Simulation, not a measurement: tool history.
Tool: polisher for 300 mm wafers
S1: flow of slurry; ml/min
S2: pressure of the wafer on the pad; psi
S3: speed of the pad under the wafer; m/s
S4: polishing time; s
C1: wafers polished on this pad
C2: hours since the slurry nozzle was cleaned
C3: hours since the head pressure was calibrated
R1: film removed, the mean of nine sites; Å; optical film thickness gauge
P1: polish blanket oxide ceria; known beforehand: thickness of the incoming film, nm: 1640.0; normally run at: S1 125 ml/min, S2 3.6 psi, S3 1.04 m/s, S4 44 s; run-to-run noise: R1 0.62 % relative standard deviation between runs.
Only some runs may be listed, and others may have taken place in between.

{"run": 1, "day": 0.258, "S1": 125, "S2": 3.6, "S3": 1.04, "S4": 44, "C1": 581, "C2": 42.8, "C3": 107.0, "R1": 1946.7}
{"run": 2, "day": 0.512, "S1": 125, "S2": 3.6, "S3": 1.04, "S4": 44, "C1": 678, "C2": 48.9, "C3": 113.1, "R1": 1954.2}
{"run": 3, "day": 0.738, "S1": 125, "S2": 3.6, "S3": 1.04, "S4": 44, "C1": 764, "C2": 54.3, "C3": 118.5, "R1": 1938.5}
{"run": 4, "day": 1.088, "S1": 125, "S2": 3.6, "S3": 1.04, "S4": 44, "C1": 898, "C2": 62.7, "C3": 126.9, "R1": 1957.0}
{"run": 5, "day": 1.35, "S1": 125, "S2": 5.4, "S3": 1.04, "S4": 44, "C1": 999, "C2": 69.0, "C3": 133.2, "R1": 2889.6}
{"run": 6, "day": 1.7, "S1": 125, "S2": 3.6, "S3": 1.04, "S4": 67, "C1": 1133, "C2": 77.4, "C3": 141.6, "R1": 2920.5}
{"run": 7, "day": 2.012, "S1": 75, "S2": 3.6, "S3": 1.04, "S4": 60, "C1": 1253, "C2": 84.9, "C3": 149.1, "R1": 2329.2}
{"run": 8, "day": 2.317, "S1": 125, "S2": 3.6, "S3": 1.04, "S4": 32, "C1": 1370, "C2": 92.2, "C3": 156.4, "R1": 1419.4}
{"run": 9, "day": 2.6, "S1": 170, "S2": 3.6, "S3": 1.04, "S4": 58, "C1": 1478, "C2": 99.0, "C3": 163.2, "R1": 2703.3}
{"run": 10, "day": 2.908, "S1": 125, "S2": 3.6, "S3": 1.04, "S4": 44, "C1": 1596, "C2": 106.4, "C3": 170.6, "R1": 1976.5}
{"run": 11, "day": 3.096, "S1": 125, "S2": 3.6, "S3": 0.68, "S4": 44, "C1": 1668, "C2": 110.9, "C3": 175.1, "R1": 1278.6}
{"run": 12, "day": 3.421, "S1": 175, "S2": 3.6, "S3": 1.04, "S4": 44, "C1": 1793, "C2": 118.7, "C3": 182.9, "R1": 2077.0}
{"run": 13, "day": 3.612, "S1": 125, "S2": 3.6, "S3": 1.6, "S4": 44, "C1": 1866, "C2": 123.3, "C3": 187.5, "R1": 2998.8}
{"run": 14, "day": 3.892, "S1": 125, "S2": 3.6, "S3": 1.04, "S4": 44, "C1": 1973, "C2": 130.0, "C3": 194.2, "R1": 1943.8}
{"run": 15, "day": 4.212, "S1": 125, "S2": 1.6, "S3": 1.04, "S4": 44, "C1": 2096, "C2": 137.7, "C3": 201.9, "R1": 874.89}
{"run": 16, "day": 4.571, "S1": 75, "S2": 3.6, "S3": 1.04, "S4": 44, "C1": 2233, "C2": 146.3, "C3": 210.5, "R1": 1705.9}
{"run": 17, "day": 4.912, "S1": 125, "S2": 3.6, "S3": 1.04, "S4": 44, "C1": 2364, "C2": 154.5, "C3": 218.7, "R1": 1975.9}
{"run": 18, "day": 5.246, "S1": 125, "S2": 3.6, "S3": 1.04, "S4": 44, "C1": 2492, "C2": 162.5, "C3": 226.7, "R1": 1877.5}
{"run": 19, "day": 5.429, "S1": 125, "S2": 3.6, "S3": 1.04, "S4": 44, "C1": 2562, "C2": 166.9, "C3": 231.1, "R1": 1855.9}
{"run": 20, "day": 5.675, "S1": 125, "S2": 3.6, "S3": 1.04, "S4": 44, "C1": 2657, "C2": 172.8, "C3": 237.0, "R1": 1854.7}
{"run": 21, "day": 5.896, "S1": 125, "S2": 3.6, "S3": 1.04, "S4": 44, "C1": 2741, "C2": 178.1, "C3": 242.3, "R1": 1835.0}
{"day": 6.129, "done": "head pressure recalibrated"}
{"run": 22, "day": 6.212, "S1": 125, "S2": 3.6, "S3": 1.04, "S4": 44, "C1": 2863, "C2": 185.7, "C3": 2.0, "R1": 1835.4}

What will run 23 give?
{"run": 23, "day": 6.562, "S1": 125, "S2": 3.6, "S3": 1.04, "S4": 44, "C1": 2997, "C2": 194.1, "C3": 10.4, "R1": "?"}

R1: 1816.80 Å
